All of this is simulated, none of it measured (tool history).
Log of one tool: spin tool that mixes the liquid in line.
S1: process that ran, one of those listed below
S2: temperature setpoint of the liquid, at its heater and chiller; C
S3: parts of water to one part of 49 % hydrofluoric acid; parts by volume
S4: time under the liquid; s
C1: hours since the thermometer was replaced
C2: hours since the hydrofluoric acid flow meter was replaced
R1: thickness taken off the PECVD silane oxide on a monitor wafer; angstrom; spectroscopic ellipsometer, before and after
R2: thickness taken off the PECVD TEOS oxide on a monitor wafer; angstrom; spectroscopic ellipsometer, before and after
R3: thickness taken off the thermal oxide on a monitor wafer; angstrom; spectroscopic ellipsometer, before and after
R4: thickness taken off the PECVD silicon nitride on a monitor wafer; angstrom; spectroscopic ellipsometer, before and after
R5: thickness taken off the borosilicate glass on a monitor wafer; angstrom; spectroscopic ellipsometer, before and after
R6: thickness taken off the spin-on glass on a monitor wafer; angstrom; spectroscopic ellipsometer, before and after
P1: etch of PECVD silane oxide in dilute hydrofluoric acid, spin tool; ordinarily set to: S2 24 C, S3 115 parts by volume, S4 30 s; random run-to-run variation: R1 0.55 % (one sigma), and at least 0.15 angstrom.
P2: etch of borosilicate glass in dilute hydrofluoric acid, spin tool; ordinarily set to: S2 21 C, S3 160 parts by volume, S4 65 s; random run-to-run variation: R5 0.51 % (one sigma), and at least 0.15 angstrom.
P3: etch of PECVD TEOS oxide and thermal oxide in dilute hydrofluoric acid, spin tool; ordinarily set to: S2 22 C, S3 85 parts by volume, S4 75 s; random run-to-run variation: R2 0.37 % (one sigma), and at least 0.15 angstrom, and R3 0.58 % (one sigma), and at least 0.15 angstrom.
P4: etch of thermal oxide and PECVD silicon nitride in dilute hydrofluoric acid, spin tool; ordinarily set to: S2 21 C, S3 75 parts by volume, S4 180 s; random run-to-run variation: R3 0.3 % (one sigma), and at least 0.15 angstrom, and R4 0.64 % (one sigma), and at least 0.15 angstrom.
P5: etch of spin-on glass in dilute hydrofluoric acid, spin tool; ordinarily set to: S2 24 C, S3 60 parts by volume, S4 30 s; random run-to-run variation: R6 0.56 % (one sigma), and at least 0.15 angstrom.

{"run": 1, "hour": 6.8, "S1": "P1", "S2": 24, "S3": 115, "S4": 30, "C1": 481.6, "C2": 277.9, "R1": 64.85}
{"run": 2, "hour": 15.1, "S1": "P1", "S2": 17.5, "S3": 115, "S4": 15, "C1": 489.9, "C2": 286.2, "R1": 24.649}
{"run": 3, "hour": 21.9, "S1": "P3", "S2": 17, "S3": 85, "S4": 75, "C1": 496.7, "C2": 293, "R2": 58.856, "R3": 31.54}
{"run": 4, "hour": 30.9, "S1": "P1", "S2": 24, "S3": 30, "S4": 30, "C1": 505.7, "C2": 302, "R1": 272.65}
{"run": 5, "hour": 37.1, "S1": "P1", "S2": 24, "S3": 115, "S4": 30, "C1": 511.9, "C2": 308.2, "R1": 64.757}
{"hour": 42.4, "done": "hydrofluoric acid flow meter replaced"}
{"run": 6, "hour": 44.1, "S1": "P3", "S2": 22, "S3": 35, "S4": 75, "C1": 518.9, "C2": 1.8, "R2": 187.39, "R3": 100.5}
{"run": 7, "hour": 53.3, "S1": "P4", "S2": 21, "S3": 45, "S4": 180, "C1": 528.1, "C2": 11, "R3": 187.86, "R4": 74.808}
{"run": 8, "hour": 58.3, "S1": "P1", "S2": 24, "S3": 115, "S4": 30, "C1": 533.1, "C2": 16, "R1": 64.369}
{"run": 9, "hour": 64.0, "S1": "P1", "S2": 24, "S3": 115, "S4": 30, "C1": 538.8, "C2": 21.7, "R1": 63.852}
{"run": 10, "hour": 71.7, "S1": "P1", "S2": 24, "S3": 115, "S4": 15, "C1": 546.5, "C2": 29.4, "R1": 31.782}
{"run": 11, "hour": 79.6, "S1": "P4", "S2": 21, "S3": 75, "S4": 180, "C1": 554.4, "C2": 37.3, "R3": 108.13, "R4": 45.68}
{"run": 12, "hour": 88.8, "S1": "P4", "S2": 21, "S3": 75, "S4": 180, "C1": 563.6, "C2": 46.5, "R3": 108.85, "R4": 46.465}
{"run": 13, "hour": 93.4, "S1": "P3", "S2": 22, "S3": 85, "S4": 40, "C1": 568.2, "C2": 51.1, "R2": 38.603, "R3": 20.751}
{"run": 14, "hour": 102.5, "S1": "P2", "S2": 21, "S3": 290, "S4": 65, "C1": 577.3, "C2": 60.2, "R5": 46.48}
{"run": 15, "hour": 107.8, "S1": "P4", "S2": 17, "S3": 75, "S4": 180, "C1": 582.6, "C2": 65.5, "R3": 92.314, "R4": 34.63}
{"run": 16, "hour": 115.8, "S1": "P3", "S2": 22, "S3": 85, "S4": 75, "C1": 590.6, "C2": 73.5, "R2": 72.606, "R3": 38.889}
{"run": 17, "hour": 120.0, "S1": "P2", "S2": 26.5, "S3": 160, "S4": 65, "C1": 594.8, "C2": 77.7, "R5": 117.85}
{"run": 18, "hour": 126.7, "S1": "P5", "S2": 30.5, "S3": 60, "S4": 30, "C1": 601.5, "C2": 84.4, "R6": 162.55}
{"run": 19, "hour": 135.9, "S1": "P5", "S2": 24, "S3": 60, "S4": 15, "C1": 610.7, "C2": 93.6, "R6": 62.963}
{"run": 20, "hour": 145.1, "S1": "P5", "S2": 24, "S3": 60, "S4": 30, "C1": 619.9, "C2": 102.8, "R6": 126.44}
{"run": 21, "hour": 154.4, "S1": "P2", "S2": 21, "S3": 160, "S4": 65, "C1": 629.2, "C2": 112.1, "R5": 95.646}
{"run": 22, "hour": 162.4, "S1": "P1", "S2": 32, "S3": 115, "S4": 30, "C1": 637.2, "C2": 120.1, "R1": 86.082}
{"run": 23, "hour": 167.5, "S1": "P1", "S2": 24, "S3": 115, "S4": 30, "C1": 642.3, "C2": 125.2, "R1": 64.003}
{"run": 24, "hour": 173.4, "S1": "P1", "S2": 24, "S3": 215, "S4": 30, "C1": 648.2, "C2": 131.1, "R1": 30.482}
{"run": 25, "hour": 182.4, "S1": "P5", "S2": 24, "S3": 85, "S4": 30, "C1": 657.2, "C2": 140.1, "R6": 86.451}
{"run": 26, "hour": 187.7, "S1": "P2", "S2": 21, "S3": 160, "S4": 110, "C1": 662.5, "C2": 145.4, "R5": 162.04}
{"run": 27, "hour": 194.3, "S1": "P4", "S2": 21, "S3": 75, "S4": 355, "C1": 669.1, "C2": 152, "R3": 213.71, "R4": 91.437}
{"run": 28, "hour": 200.6, "S1": "P1", "S2": 18.5, "S3": 115, "S4": 30, "C1": 675.4, "C2": 158.3, "R1": 51.244}
{"run": 29, "hour": 209.5, "S1": "P3", "S2": 22, "S3": 85, "S4": 75, "C1": 684.3, "C2": 167.2, "R2": 72.963, "R3": 38.404}
{"run": 30, "hour": 218.1, "S1": "P1", "S2": 24, "S3": 115, "S4": 60, "C1": 692.9, "C2": 175.8, "R1": 126.47}
{"run": 31, "hour": 226.2, "S1": "P1", "S2": 24, "S3": 115, "S4": 30, "C1": 701, "C2": 183.9, "R1": 64.277}
{"run": 32, "hour": 230.9, "S1": "P1", "S2": 24, "S3": 115, "S4": 30, "C1": 705.7, "C2": 188.6, "R1": 64.565}
{"run": 33, "hour": 236.5, "S1": "P1", "S2": 24, "S3": 115, "S4": 30, "C1": 711.3, "C2": 194.2, "R1": 65.634}
{"run": 34, "hour": 246.1, "S1": "P1", "S2": 24, "S3": 115, "S4": 30, "C1": 720.9, "C2": 203.8, "R1": 67.106}
{"run": 35, "hour": 254.8, "S1": "P1", "S2": 24, "S3": 115, "S4": 30, "C1": 729.6, "C2": 212.5, "R1": 68.286}
{"run": 36, "hour": 259.3, "S1": "P1", "S2": 24, "S3": 115, "S4": 30, "C1": 734.1, "C2": 217, "R1": 68.742}
{"run": 37, "hour": 264.2, "S1": "P1", "S2": 24, "S3": 115, "S4": 30, "C1": 739, "C2": 221.9, "R1": 68.459}
{"run": 38, "hour": 273.3, "S1": "P1", "S2": 24, "S3": 115, "S4": 30, "C1": 748.1, "C2": 231, "R1": 69.617}
{"run": 39, "hour": 277.5, "S1": "P1", "S2": 24, "S3": 115, "S4": 30, "C1": 752.3, "C2": 235.2, "R1": 69.455}
{"run": 40, "hour": 283.6, "S1": "P1", "S2": 24, "S3": 115, "S4": 30, "C1": 758.4, "C2": 241.3, "R1": 69.087}
{"run": 41, "hour": 291.9, "S1": "P1", "S2": 24, "S3": 115, "S4": 30, "C1": 766.7, "C2": 249.6, "R1": 69.598}
{"run": 42, "hour": 300.8, "S1": "P1", "S2": 24, "S3": 115, "S4": 30, "C1": 775.6, "C2": 258.5, "R1": 69.88}
{"run": 43, "hour": 305.7, "S1": "P1", "S2": 24, "S3": 115, "S4": 30, "C1": 780.5, "C2": 263.4, "R1": 69.301}

P1 has crept away from where it was. The log is fitted equally well by each of these 2 causes, at the sizes shown:
A: hydrofluoric acid flow above the setpoint (%) = 7.26
B: liquid hotter than its thermometer reads (K) = 2.05
The drift started at roughly hour 230.9.

Listed below are the offered check runs, one wafer per run, with question marks in place of results. For which of them would the causes give clearly different outcomes?
{"run": "check 1", "hour": 310.6, "S1": "P3", "S2": 22, "S3": 85, "S4": 75, "R2": "?", "R3": "?"}
{"run": "check 2", "hour": 310.6, "S1": "P5", "S2": 24, "S3": 60, "S4": 30, "R6": "?"}
{"run": "check 3", "hour": 310.6, "S1": "P4", "S2": 21, "S3": 75, "S4": 180, "R3": "?", "R4": "?"}
{"run": "check 4", "hour": 310.6, "S1": "P2", "S2": 21, "S3": 160, "S4": 65, "R5": "?"}

How each check would come out, cause by cause:
check=check_1 result=R2 if_A=77.989 if_B=78.447
check=check_1 result=R3 if_A=41.852 if_B=42.098
check=check_2 result=R6 if_A=136.22 if_B=137.26
check=check_3 result=R3 if_A=117.32 if_B=118.25
check=check_3 result=R4 if_A=49.311 if_B=52.896
check=check_4 result=R5 if_A=104.52 if_B=104.3
Minimum pairwise separation of causes per check, each pair taken at its best-separating result: check 1 0.59 %; check 2 0.76 %; check 3 7.02 %; check 4 0.21 %
The other checks would show nearly matching results whichever cause is true, so check 3 is the only one that separates the causes.

Then check 3 was run and gave: R3 118.41 angstrom; R4 52.436 angstrom. Which cause is it?

It is B: liquid hotter than its thermometer reads (K).

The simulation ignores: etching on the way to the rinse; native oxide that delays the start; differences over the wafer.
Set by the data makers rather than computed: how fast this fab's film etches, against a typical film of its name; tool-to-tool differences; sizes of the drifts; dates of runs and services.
